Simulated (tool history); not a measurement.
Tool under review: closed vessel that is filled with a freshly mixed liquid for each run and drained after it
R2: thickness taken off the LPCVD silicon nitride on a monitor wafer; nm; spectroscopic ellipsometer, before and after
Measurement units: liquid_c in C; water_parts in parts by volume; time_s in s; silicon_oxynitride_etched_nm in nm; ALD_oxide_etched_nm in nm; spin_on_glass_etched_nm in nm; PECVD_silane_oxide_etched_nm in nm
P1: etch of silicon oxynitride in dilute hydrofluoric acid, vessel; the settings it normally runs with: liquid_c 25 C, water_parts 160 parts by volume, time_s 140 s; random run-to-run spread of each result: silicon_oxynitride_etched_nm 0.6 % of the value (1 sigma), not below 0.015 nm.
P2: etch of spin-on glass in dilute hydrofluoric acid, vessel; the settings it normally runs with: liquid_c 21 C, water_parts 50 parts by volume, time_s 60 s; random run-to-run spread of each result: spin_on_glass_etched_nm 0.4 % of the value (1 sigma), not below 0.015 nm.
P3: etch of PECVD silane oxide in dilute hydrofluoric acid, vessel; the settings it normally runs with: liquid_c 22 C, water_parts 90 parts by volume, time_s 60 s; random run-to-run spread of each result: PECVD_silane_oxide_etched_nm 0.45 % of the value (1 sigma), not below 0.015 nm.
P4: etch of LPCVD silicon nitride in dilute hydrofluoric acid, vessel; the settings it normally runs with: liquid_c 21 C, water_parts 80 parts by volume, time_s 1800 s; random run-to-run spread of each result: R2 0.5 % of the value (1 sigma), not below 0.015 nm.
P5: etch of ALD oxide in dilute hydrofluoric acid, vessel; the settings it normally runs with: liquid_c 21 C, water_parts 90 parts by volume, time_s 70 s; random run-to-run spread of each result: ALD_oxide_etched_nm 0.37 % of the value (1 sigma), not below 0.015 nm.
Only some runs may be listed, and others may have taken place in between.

run 1 day=0.379 | process=P1 liquid_c=25 water_parts=160 time_s=140 | silicon_oxynitride_etched_nm=4.0293
run 2 day=0.7 | process=P4 liquid_c=21 water_parts=80 time_s=1800 | R2=7.7444
run 3 day=1.083 | process=P4 liquid_c=21 water_parts=80 time_s=3445 | R2=14.872
run 4 day=1.496 | process=P5 liquid_c=21 water_parts=45 time_s=70 | ALD_oxide_etched_nm=33.302
run 5 day=2.033 | process=P2 liquid_c=17 water_parts=50 time_s=60 | spin_on_glass_etched_nm=27.016
run 6 day=2.508 | process=P2 liquid_c=21 water_parts=50 time_s=30 | spin_on_glass_etched_nm=16.048
run 7 day=2.892 | process=P5 liquid_c=21 water_parts=90 time_s=125 | ALD_oxide_etched_nm=27.888
run 8 day=3.3 | process=P1 liquid_c=25 water_parts=160 time_s=140 | silicon_oxynitride_etched_nm=4.0371
run 9 day=3.754 | process=P1 liquid_c=25 water_parts=160 time_s=140 | silicon_oxynitride_etched_nm=4.062
run 10 day=4.238 | process=P3 liquid_c=30 water_parts=90 time_s=60 | PECVD_silane_oxide_etched_nm=32.852
run 11 day=4.558 | process=P1 liquid_c=19.5 water_parts=160 time_s=140 | silicon_oxynitride_etched_nm=3.1441
run 12 day=4.962 | process=P1 liquid_c=33 water_parts=160 time_s=140 | silicon_oxynitride_etched_nm=5.7376
run 13 day=5.404 | process=P2 liquid_c=21 water_parts=50 time_s=60 | spin_on_glass_etched_nm=32.061
run 14 day=5.9 | process=P5 liquid_c=21 water_parts=90 time_s=70 | ALD_oxide_etched_nm=15.632
run 15 day=6.142 | process=P2 liquid_c=21 water_parts=50 time_s=60 | spin_on_glass_etched_nm=32.102
run 16 day=6.562 | process=P1 liquid_c=25 water_parts=160 time_s=140 | silicon_oxynitride_etched_nm=4.0893
run 17 day=6.908 | process=P1 liquid_c=25 water_parts=160 time_s=45 | silicon_oxynitride_etched_nm=1.275
run 18 day=7.208 | process=P3 liquid_c=22 water_parts=90 time_s=60 | PECVD_silane_oxide_etched_nm=24.145
run 19 day=7.458 | process=P3 liquid_c=22 water_parts=45 time_s=60 | PECVD_silane_oxide_etched_nm=50.672
-- day=7.55 thermometer replaced
run 20 day=7.767 | process=P4 liquid_c=21 water_parts=30 time_s=1800 | R2=20.124
run 21 day=8.117 | process=P3 liquid_c=22 water_parts=90 time_s=30 | PECVD_silane_oxide_etched_nm=12.062
run 22 day=8.421 | process=P1 liquid_c=25 water_parts=70 time_s=140 | silicon_oxynitride_etched_nm=9.9479
run 23 day=8.796 | process=P4 liquid_c=21 water_parts=80 time_s=1800 | R2=7.709
run 24 day=9.279 | process=P1 liquid_c=25 water_parts=160 time_s=140 | silicon_oxynitride_etched_nm=4.0122
run 25 day=9.583 | process=P5 liquid_c=17 water_parts=90 time_s=70 | ALD_oxide_etched_nm=13.198
run 26 day=10.054 | process=P1 liquid_c=25 water_parts=160 time_s=205 | silicon_oxynitride_etched_nm=5.9135
run 27 day=10.308 | process=P1 liquid_c=25 water_parts=160 time_s=140 | silicon_oxynitride_etched_nm=4.0341
run 28 day=10.858 | process=P2 liquid_c=21 water_parts=70 time_s=60 | spin_on_glass_etched_nm=22.401
run 29 day=11.117 | process=P1 liquid_c=32 water_parts=65 time_s=140 | silicon_oxynitride_etched_nm=14.801
run 30 day=11.617 | process=P1 liquid_c=25 water_parts=260 time_s=140 | silicon_oxynitride_etched_nm=2.2916
run 31 day=12.117 | process=P4 liquid_c=17 water_parts=80 time_s=1800 | R2=5.9061
run 32 day=12.583 | process=P1 liquid_c=25 water_parts=160 time_s=140 | silicon_oxynitride_etched_nm=3.9989
run 33 day=12.821 | process=P1 liquid_c=25 water_parts=160 time_s=140 | silicon_oxynitride_etched_nm=3.9641
run 34 day=13.221 | process=P1 liquid_c=25 water_parts=160 time_s=140 | silicon_oxynitride_etched_nm=3.8281

The next listed run, before its measurement:
run 35 day=13.75 | process=P1 liquid_c=25 water_parts=160 time_s=140 | silicon_oxynitride_etched_nm=?

Run 35 gave silicon_oxynitride_etched_nm 3.7113 nm.
